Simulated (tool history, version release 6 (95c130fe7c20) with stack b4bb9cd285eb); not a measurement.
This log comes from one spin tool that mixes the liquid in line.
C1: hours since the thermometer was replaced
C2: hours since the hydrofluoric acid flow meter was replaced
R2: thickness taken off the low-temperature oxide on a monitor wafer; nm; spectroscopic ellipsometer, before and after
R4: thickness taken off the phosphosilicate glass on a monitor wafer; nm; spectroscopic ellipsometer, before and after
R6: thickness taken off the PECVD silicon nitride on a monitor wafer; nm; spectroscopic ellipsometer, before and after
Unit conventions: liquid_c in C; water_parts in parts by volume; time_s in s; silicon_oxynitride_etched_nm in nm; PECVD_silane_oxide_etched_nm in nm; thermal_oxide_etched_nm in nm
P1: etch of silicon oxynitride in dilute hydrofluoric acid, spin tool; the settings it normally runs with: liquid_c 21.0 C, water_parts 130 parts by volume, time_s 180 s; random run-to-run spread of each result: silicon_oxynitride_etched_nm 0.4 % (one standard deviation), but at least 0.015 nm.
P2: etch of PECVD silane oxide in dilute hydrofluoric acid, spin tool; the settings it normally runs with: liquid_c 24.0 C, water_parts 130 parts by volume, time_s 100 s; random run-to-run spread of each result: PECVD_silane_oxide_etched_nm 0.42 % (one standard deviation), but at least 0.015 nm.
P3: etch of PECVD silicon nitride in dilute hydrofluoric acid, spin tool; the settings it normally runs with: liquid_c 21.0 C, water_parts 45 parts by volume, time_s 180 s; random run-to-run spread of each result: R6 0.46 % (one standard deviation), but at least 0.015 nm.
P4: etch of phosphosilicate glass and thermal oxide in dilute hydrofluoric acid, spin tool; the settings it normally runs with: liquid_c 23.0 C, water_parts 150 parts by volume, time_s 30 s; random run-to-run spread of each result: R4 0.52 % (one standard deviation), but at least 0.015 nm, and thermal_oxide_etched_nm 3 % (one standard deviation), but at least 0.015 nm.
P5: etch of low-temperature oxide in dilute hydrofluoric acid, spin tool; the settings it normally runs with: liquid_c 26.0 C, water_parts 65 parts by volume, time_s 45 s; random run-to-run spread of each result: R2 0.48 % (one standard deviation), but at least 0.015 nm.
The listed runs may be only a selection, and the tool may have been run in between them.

{"run": 1, "hour": 6.4, "process": "P1", "liquid_c": 21.0, "water_parts": 130, "time_s": 180, "C1": 953.7, "C2": 570.4, "silicon_oxynitride_etched_nm": 5.8721}
{"run": 2, "hour": 12.7, "process": "P5", "liquid_c": 26.0, "water_parts": 65, "time_s": 45, "C1": 960.0, "C2": 576.7, "R2": 20.284}
{"run": 3, "hour": 18.9, "process": "P5", "liquid_c": 26.0, "water_parts": 65, "time_s": 15, "C1": 966.2, "C2": 582.9, "R2": 6.7692}
{"run": 4, "hour": 25.0, "process": "P2", "liquid_c": 24.0, "water_parts": 130, "time_s": 35, "C1": 972.3, "C2": 589.0, "PECVD_silane_oxide_etched_nm": 11.757}
{"run": 5, "hour": 29.7, "process": "P4", "liquid_c": 23.0, "water_parts": 150, "time_s": 30, "C1": 977.0, "C2": 593.7, "R4": 28.762, "thermal_oxide_etched_nm": 0.88082}
{"run": 6, "hour": 35.1, "process": "P3", "liquid_c": 21.0, "water_parts": 45, "time_s": 180, "C1": 982.4, "C2": 599.1, "R6": 6.9391}
{"hour": 35.5, "done": "thermometer replaced"}
{"run": 7, "hour": 40.6, "process": "P3", "liquid_c": 21.0, "water_parts": 65, "time_s": 180, "C1": 5.2, "C2": 604.6, "R6": 4.8556}
{"run": 8, "hour": 47.5, "process": "P4", "liquid_c": 23.0, "water_parts": 150, "time_s": 55, "C1": 12.1, "C2": 611.5, "R4": 53.006, "thermal_oxide_etched_nm": 1.5676}
{"run": 9, "hour": 55.0, "process": "P2", "liquid_c": 24.0, "water_parts": 130, "time_s": 100, "C1": 19.6, "C2": 619.0, "PECVD_silane_oxide_etched_nm": 33.243}
{"run": 10, "hour": 59.2, "process": "P1", "liquid_c": 21.0, "water_parts": 130, "time_s": 180, "C1": 23.8, "C2": 623.2, "silicon_oxynitride_etched_nm": 5.8939}
{"run": 11, "hour": 67.6, "process": "P1", "liquid_c": 21.0, "water_parts": 130, "time_s": 180, "C1": 32.2, "C2": 631.6, "silicon_oxynitride_etched_nm": 5.9053}
{"run": 12, "hour": 73.9, "process": "P1", "liquid_c": 21.0, "water_parts": 130, "time_s": 40, "C1": 38.5, "C2": 637.9, "silicon_oxynitride_etched_nm": 1.3066}
{"run": 13, "hour": 79.1, "process": "P5", "liquid_c": 26.0, "water_parts": 115, "time_s": 45, "C1": 43.7, "C2": 643.1, "R2": 10.699}
{"run": 14, "hour": 85.8, "process": "P1", "liquid_c": 17.0, "water_parts": 130, "time_s": 180, "C1": 50.4, "C2": 649.8, "silicon_oxynitride_etched_nm": 4.8284}
{"run": 15, "hour": 91.1, "process": "P1", "liquid_c": 21.0, "water_parts": 60, "time_s": 180, "C1": 55.7, "C2": 655.1, "silicon_oxynitride_etched_nm": 13.5}
{"run": 16, "hour": 96.4, "process": "P3", "liquid_c": 21.0, "water_parts": 45, "time_s": 345, "C1": 61.0, "C2": 660.4, "R6": 13.24}
{"run": 17, "hour": 102.3, "process": "P2", "liquid_c": 17.5, "water_parts": 130, "time_s": 100, "C1": 66.9, "C2": 666.3, "PECVD_silane_oxide_etched_nm": 25.828}
{"run": 18, "hour": 109.3, "process": "P1", "liquid_c": 21.0, "water_parts": 130, "time_s": 310, "C1": 73.9, "C2": 673.3, "silicon_oxynitride_etched_nm": 10.189}
{"run": 19, "hour": 113.8, "process": "P3", "liquid_c": 17.0, "water_parts": 45, "time_s": 180, "C1": 78.4, "C2": 677.8, "R6": 5.2267}
{"run": 20, "hour": 120.4, "process": "P2", "liquid_c": 24.0, "water_parts": 25, "time_s": 100, "C1": 85.0, "C2": 684.4, "PECVD_silane_oxide_etched_nm": 200.67}
{"run": 21, "hour": 127.6, "process": "P5", "liquid_c": 19.0, "water_parts": 65, "time_s": 45, "C1": 92.2, "C2": 691.6, "R2": 15.147}
{"run": 22, "hour": 134.1, "process": "P1", "liquid_c": 21.0, "water_parts": 130, "time_s": 180, "C1": 98.7, "C2": 698.1, "silicon_oxynitride_etched_nm": 5.8481}
{"run": 23, "hour": 142.3, "process": "P1", "liquid_c": 21.0, "water_parts": 190, "time_s": 180, "C1": 106.9, "C2": 706.3, "silicon_oxynitride_etched_nm": 3.8583}
{"run": 24, "hour": 148.9, "process": "P1", "liquid_c": 21.0, "water_parts": 130, "time_s": 180, "C1": 113.5, "C2": 712.9, "silicon_oxynitride_etched_nm": 5.8481}
{"run": 25, "hour": 154.8, "process": "P1", "liquid_c": 26.5, "water_parts": 130, "time_s": 180, "C1": 119.4, "C2": 718.8, "silicon_oxynitride_etched_nm": 7.6282}
{"run": 26, "hour": 160.3, "process": "P4", "liquid_c": 23.0, "water_parts": 150, "time_s": 30, "C1": 124.9, "C2": 724.3, "R4": 28.863, "thermal_oxide_etched_nm": 0.89285}
{"run": 27, "hour": 168.4, "process": "P4", "liquid_c": 28.5, "water_parts": 150, "time_s": 30, "C1": 133.0, "C2": 732.4, "R4": 35.72, "thermal_oxide_etched_nm": 1.0662}
{"run": 28, "hour": 173.2, "process": "P5", "liquid_c": 26.0, "water_parts": 65, "time_s": 45, "C1": 137.8, "C2": 737.2, "R2": 20.242}
{"run": 29, "hour": 178.6, "process": "P4", "liquid_c": 23.0, "water_parts": 50, "time_s": 30, "C1": 143.2, "C2": 742.6, "R4": 97.822, "thermal_oxide_etched_nm": 2.9089}
{"run": 30, "hour": 186.3, "process": "P1", "liquid_c": 17.0, "water_parts": 230, "time_s": 180, "C1": 150.9, "C2": 750.3, "silicon_oxynitride_etched_nm": 2.5815}
{"run": 31, "hour": 190.4, "process": "P1", "liquid_c": 21.0, "water_parts": 130, "time_s": 180, "C1": 155.0, "C2": 754.4, "silicon_oxynitride_etched_nm": 5.8898}
{"run": 32, "hour": 195.2, "process": "P1", "liquid_c": 21.0, "water_parts": 130, "time_s": 180, "C1": 159.8, "C2": 759.2, "silicon_oxynitride_etched_nm": 5.8978}
{"run": 33, "hour": 200.0, "process": "P1", "liquid_c": 21.0, "water_parts": 130, "time_s": 180, "C1": 164.6, "C2": 764.0, "silicon_oxynitride_etched_nm": 5.6868}
{"run": 34, "hour": 207.3, "process": "P1", "liquid_c": 21.0, "water_parts": 130, "time_s": 180, "C1": 171.9, "C2": 771.3, "silicon_oxynitride_etched_nm": 5.4389}
{"run": 35, "hour": 215.7, "process": "P1", "liquid_c": 21.0, "water_parts": 130, "time_s": 180, "C1": 180.3, "C2": 779.7, "silicon_oxynitride_etched_nm": 5.3256}
{"run": 36, "hour": 222.4, "process": "P1", "liquid_c": 21.0, "water_parts": 130, "time_s": 180, "C1": 187.0, "C2": 786.4, "silicon_oxynitride_etched_nm": 5.2936}
{"run": 37, "hour": 226.7, "process": "P1", "liquid_c": 21.0, "water_parts": 130, "time_s": 180, "C1": 191.3, "C2": 790.7, "silicon_oxynitride_etched_nm": 5.2308}
{"run": 38, "hour": 233.8, "process": "P1", "liquid_c": 21.0, "water_parts": 130, "time_s": 180, "C1": 198.4, "C2": 797.8, "silicon_oxynitride_etched_nm": 5.2456}
{"run": 39, "hour": 242.5, "process": "P1", "liquid_c": 21.0, "water_parts": 130, "time_s": 180, "C1": 207.1, "C2": 806.5, "silicon_oxynitride_etched_nm": 5.2113}

P1 has crept away from where it was. The log is fitted equally well by each of these 2 causes, at the sizes shown:
A: hydrofluoric acid flow below the setpoint (%) = 10.2
B: liquid colder than its thermometer reads (K) = 2.44
The process output started creeping at around hour 195.2.

Consider the 4 single-wafer check runs listed below, results given as question marks: which one distinguishes between the causes by giving clearly different results for each?
{"run": "check 1", "hour": 251.2, "process": "P5", "liquid_c": 21.0, "water_parts": 65, "time_s": 15, "R2": "?"}
{"run": "check 2", "hour": 251.2, "process": "P3", "liquid_c": 17.0, "water_parts": 45, "time_s": 285, "R6": "?"}
{"run": "check 3", "hour": 251.2, "process": "P2", "liquid_c": 18.5, "water_parts": 30, "time_s": 100, "PECVD_silane_oxide_etched_nm": "?"}
{"run": "check 4", "hour": 251.2, "process": "P4", "liquid_c": 23.0, "water_parts": 50, "time_s": 30, "R4": "?", "thermal_oxide_etched_nm": "?"}

If the cause were each of the candidates in turn, the checks would give the following:
check=check_1 result=R2 if_A=4.8951 if_B=4.9623
check=check_2 result=R6 if_A=7.4704 if_B=6.9568
check=check_3 result=PECVD_silane_oxide_etched_nm if_A=116.600 if_B=117.110
check=check_4 result=R4 if_A=87.186 if_B=88.302
check=check_4 result=thermal_oxide_etched_nm if_A=2.64150 if_B=2.67530
Minimum pairwise separation of causes per check, each pair taken at its best-separating result: check 1 1.36 %; check 2 7.12 %; check 3 0.43 %; check 4 1.27 %
Of the check runs offered, only check 2 discriminates between the causes; the rest would read about the same regardless of which cause applies.

Check 2 was carried out, with these results: R6 6.9750 nm. Which of the listed causes is responsible?

B is the cause: liquid colder than its thermometer reads (K).
